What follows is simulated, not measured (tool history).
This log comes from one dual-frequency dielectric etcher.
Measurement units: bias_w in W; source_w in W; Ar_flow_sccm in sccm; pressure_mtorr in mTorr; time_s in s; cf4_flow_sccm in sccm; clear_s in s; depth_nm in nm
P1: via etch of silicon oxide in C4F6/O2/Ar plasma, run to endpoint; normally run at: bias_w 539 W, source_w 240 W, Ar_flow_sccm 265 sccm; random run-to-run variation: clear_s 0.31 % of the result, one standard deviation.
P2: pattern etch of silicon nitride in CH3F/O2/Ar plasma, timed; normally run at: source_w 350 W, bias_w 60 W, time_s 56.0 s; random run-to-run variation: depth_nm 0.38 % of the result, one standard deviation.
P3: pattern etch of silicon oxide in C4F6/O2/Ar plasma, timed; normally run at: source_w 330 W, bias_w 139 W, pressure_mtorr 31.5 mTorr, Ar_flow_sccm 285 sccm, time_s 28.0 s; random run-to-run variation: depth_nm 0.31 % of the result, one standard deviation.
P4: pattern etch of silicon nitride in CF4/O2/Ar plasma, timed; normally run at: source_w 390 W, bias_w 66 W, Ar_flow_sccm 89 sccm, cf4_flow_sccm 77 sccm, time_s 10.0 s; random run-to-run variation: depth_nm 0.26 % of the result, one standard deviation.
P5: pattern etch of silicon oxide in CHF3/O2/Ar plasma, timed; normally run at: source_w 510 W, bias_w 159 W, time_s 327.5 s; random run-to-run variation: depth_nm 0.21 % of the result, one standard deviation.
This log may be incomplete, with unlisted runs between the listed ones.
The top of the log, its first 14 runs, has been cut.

{"run": 15, "hour": 115.9, "process": "P1", "bias_w": 687, "source_w": 240, "Ar_flow_sccm": 265, "clear_s": 29.16}
{"run": 16, "hour": 122.6, "process": "P3", "bias_w": 139, "source_w": 330, "Ar_flow_sccm": 285, "pressure_mtorr": 31.5, "time_s": 28.0, "depth_nm": 74.53}
{"run": 17, "hour": 131.4, "process": "P4", "bias_w": 66, "source_w": 390, "Ar_flow_sccm": 89, "time_s": 10.0, "cf4_flow_sccm": 45, "depth_nm": 15.949}
{"run": 18, "hour": 141.8, "process": "P1", "bias_w": 728, "source_w": 240, "Ar_flow_sccm": 337, "clear_s": 29.207}
{"run": 19, "hour": 149.7, "process": "P3", "bias_w": 139, "source_w": 330, "Ar_flow_sccm": 285, "pressure_mtorr": 39.5, "time_s": 28.0, "depth_nm": 72.296}
{"run": 20, "hour": 159.8, "process": "P2", "bias_w": 37, "source_w": 350, "time_s": 56.0, "depth_nm": 29.422}
{"run": 21, "hour": 171.2, "process": "P2", "bias_w": 60, "source_w": 350, "time_s": 56.0, "depth_nm": 34.136}
{"hour": 173.6, "done": "Ar flow controller replaced"}
{"run": 22, "hour": 181.7, "process": "P4", "bias_w": 66, "source_w": 390, "Ar_flow_sccm": 61, "time_s": 10.0, "cf4_flow_sccm": 77, "depth_nm": 17.709}
{"run": 23, "hour": 189.6, "process": "P5", "bias_w": 159, "source_w": 510, "time_s": 327.5, "depth_nm": 583.27}
{"run": 24, "hour": 197.5, "process": "P1", "bias_w": 539, "source_w": 240, "Ar_flow_sccm": 265, "clear_s": 32.165}
{"run": 25, "hour": 205.4, "process": "P1", "bias_w": 539, "source_w": 240, "Ar_flow_sccm": 344, "clear_s": 32.984}
{"run": 26, "hour": 215.7, "process": "P1", "bias_w": 539, "source_w": 240, "Ar_flow_sccm": 265, "clear_s": 31.747}
{"run": 27, "hour": 224.0, "process": "P3", "bias_w": 174, "source_w": 330, "Ar_flow_sccm": 285, "pressure_mtorr": 31.5, "time_s": 28.0, "depth_nm": 79.957}
{"run": 28, "hour": 233.9, "process": "P1", "bias_w": 400, "source_w": 240, "Ar_flow_sccm": 265, "clear_s": 35.881}
{"run": 29, "hour": 243.9, "process": "P3", "bias_w": 139, "source_w": 330, "Ar_flow_sccm": 285, "pressure_mtorr": 31.5, "time_s": 40.5, "depth_nm": 107.3}
{"run": 30, "hour": 252.2, "process": "P5", "bias_w": 95, "source_w": 510, "time_s": 327.5, "depth_nm": 496.87}
{"run": 31, "hour": 260.7, "process": "P3", "bias_w": 139, "source_w": 330, "Ar_flow_sccm": 374, "pressure_mtorr": 31.5, "time_s": 28.0, "depth_nm": 71.983}

Predict the results of run 32:
{"run": 32, "hour": 266.5, "process": "P3", "bias_w": 139, "source_w": 440, "Ar_flow_sccm": 285, "pressure_mtorr": 31.5, "time_s": 28.0, "depth_nm": "?"}

Run 32 measured depth_nm 82.993 nm.

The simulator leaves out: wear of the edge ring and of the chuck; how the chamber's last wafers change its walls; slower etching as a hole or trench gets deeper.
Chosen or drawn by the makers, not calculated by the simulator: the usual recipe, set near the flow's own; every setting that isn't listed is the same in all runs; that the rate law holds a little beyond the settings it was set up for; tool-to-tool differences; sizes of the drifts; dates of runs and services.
